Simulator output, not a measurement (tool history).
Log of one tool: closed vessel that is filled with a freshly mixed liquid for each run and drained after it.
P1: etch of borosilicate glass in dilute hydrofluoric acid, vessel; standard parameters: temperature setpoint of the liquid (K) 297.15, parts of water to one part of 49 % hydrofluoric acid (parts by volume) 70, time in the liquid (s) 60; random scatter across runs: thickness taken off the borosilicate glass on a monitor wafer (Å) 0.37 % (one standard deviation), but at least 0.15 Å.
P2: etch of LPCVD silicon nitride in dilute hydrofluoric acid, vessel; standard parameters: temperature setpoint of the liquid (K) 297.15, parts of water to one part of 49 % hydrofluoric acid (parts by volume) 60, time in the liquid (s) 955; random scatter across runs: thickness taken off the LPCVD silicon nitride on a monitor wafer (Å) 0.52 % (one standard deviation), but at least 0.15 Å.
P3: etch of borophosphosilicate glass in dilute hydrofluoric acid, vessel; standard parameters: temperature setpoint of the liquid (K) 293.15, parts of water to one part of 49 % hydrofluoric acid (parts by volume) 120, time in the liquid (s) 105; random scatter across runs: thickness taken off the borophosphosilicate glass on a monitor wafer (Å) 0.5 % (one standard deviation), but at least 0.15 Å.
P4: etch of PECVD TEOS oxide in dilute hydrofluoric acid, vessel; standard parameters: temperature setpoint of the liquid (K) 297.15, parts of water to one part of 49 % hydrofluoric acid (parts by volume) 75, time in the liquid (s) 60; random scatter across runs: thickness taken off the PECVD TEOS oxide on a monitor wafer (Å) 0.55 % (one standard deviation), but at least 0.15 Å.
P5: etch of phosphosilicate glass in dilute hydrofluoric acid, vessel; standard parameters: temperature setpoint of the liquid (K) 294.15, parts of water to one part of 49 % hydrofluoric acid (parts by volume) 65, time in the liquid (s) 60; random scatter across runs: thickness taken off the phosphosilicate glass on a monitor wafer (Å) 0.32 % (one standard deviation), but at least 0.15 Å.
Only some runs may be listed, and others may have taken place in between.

run,hour,process that ran,temperature setpoint of the liquid (K),parts of water to one part of 49 % hydrofluoric acid (parts by volume),time in the liquid (s),thickness taken off the borosilicate glass on a monitor wafer (Å),thickness taken off the PECVD TEOS oxide on a monitor wafer (Å),thickness taken off the borophosphosilicate glass on a monitor wafer (Å),thickness taken off the phosphosilicate glass on a monitor wafer (Å),thickness taken off the LPCVD silicon nitride on a monitor wafer (Å)
1,4.1,P1,297.15,70,60,485.56,,,,
2,6.8,P4,297.15,75,60,,114.680,,,
3,9.6,P3,293.15,120,105,,,265.66,,
4,13.7,P1,297.15,70,60,480.60,,,,
5,16.2,P5,294.15,65,60,,,,1161.30,
6,19.0,P1,301.65,70,60,579.89,,,,
7,21.2,P2,297.15,60,955,,,,,75.554
8,24.7,P2,297.15,60,175,,,,,13.680
9,27.0,P1,297.15,70,90,724.83,,,,
10,29.6,P4,297.15,30,60,,305.570,,,
11,32.4,P4,297.15,75,60,,115.570,,,
12,35.9,P1,297.15,70,60,484.18,,,,
13,39.0,P1,297.15,25,60,1428.90,,,,
14,41.4,P2,297.15,100,955,,,,,45.067
15,45.1,P4,297.15,75,30,,57.588,,,
16,47.4,P5,294.15,65,30,,,,581.35,
17,49.2,P1,297.15,70,60,482.40,,,,
18,51.2,P3,293.15,120,105,,,267.27,,
19,55.3,P1,290.15,70,60,360.87,,,,
20,58.9,P4,290.65,75,60,,88.973,,,
21,62.9,P1,297.15,70,60,485.26,,,,
22,65.9,P1,297.15,70,30,241.89,,,,
23,68.4,P3,293.15,120,185,,,467.19,,
# hour 71.6: hydrofluoric acid flow meter replaced
24,72.4,P5,294.15,95,60,,,,766.97,
25,74.8,P1,297.15,100,60,324.80,,,,
26,77.1,P1,303.65,70,95,984.10,,,,
27,80.2,P5,290.15,65,60,,,,987.40,
28,83.9,P1,297.15,70,60,483.24,,,,
29,87.8,P1,297.15,70,60,483.00,,,,
30,90.2,P3,293.15,50,105,,,698.09,,
31,92.9,P3,300.65,120,105,,,356.04,,
32,95.2,P2,305.15,60,955,,,,,126.330
33,97.0,P1,297.15,70,60,481.71,,,,
34,100.0,P1,297.15,70,60,467.24,,,,
35,102.7,P1,297.15,70,60,462.87,,,,
36,105.0,P1,297.15,70,60,455.94,,,,
37,108.5,P1,297.15,70,60,454.49,,,,
38,110.6,P1,297.15,70,60,451.81,,,,
39,113.3,P1,297.15,70,60,450.83,,,,
40,117.6,P1,297.15,70,60,450.25,,,,
41,119.9,P1,297.15,70,60,449.96,,,,
42,122.0,P1,297.15,70,60,446.62,,,,
43,125.4,P1,297.15,70,60,446.24,,,,

P1 no longer gives what it gave before; its output has crept away from where it was. The following 2 causes, each at its listed size, fit the log equally well:
A: hydrofluoric acid flow below the setpoint (%) = 6.82
B: liquid colder than its thermometer reads (K) = 1.89
The onset of the drift is placed at about hour 97.0.

Consider the 4 single-wafer check runs listed below, results given as question marks: which one distinguishes between the causes by giving clearly different results for each?
check 1,128.8,P5,290.15,65,60,,,,?,
check 2,128.8,P2,302.15,60,955,,,,,?
check 3,128.8,P3,293.15,65,105,,,?,,
check 4,128.8,P4,297.15,75,30,,?,,,

Check results expected under each cause:
check,result,if A,if B
check 1,thickness taken off the phosphosilicate glass on a monitor wafer (Å),909.80,904.19
check 2,thickness taken off the LPCVD silicon nitride on a monitor wafer (Å),97.253,92.241
check 3,thickness taken off the borophosphosilicate glass on a monitor wafer (Å),486.28,484.43
check 4,thickness taken off the PECVD TEOS oxide on a monitor wafer (Å),53.393,53.432
Gap, in per cent, between the two causes that each check separates least, read from the result that separates them most: check 1 0.62 %; check 2 5.29 %; check 3 0.38 %; check 4 0.07 %
The causes can be told apart only by check 2. The other checks would give nearly the same results under each of them.

The results of check 2 are: thickness taken off the LPCVD silicon nitride on a monitor wafer (Å) 97.685. Based on these, which of the listed causes is it?

A is the cause: hydrofluoric acid flow below the setpoint (%).

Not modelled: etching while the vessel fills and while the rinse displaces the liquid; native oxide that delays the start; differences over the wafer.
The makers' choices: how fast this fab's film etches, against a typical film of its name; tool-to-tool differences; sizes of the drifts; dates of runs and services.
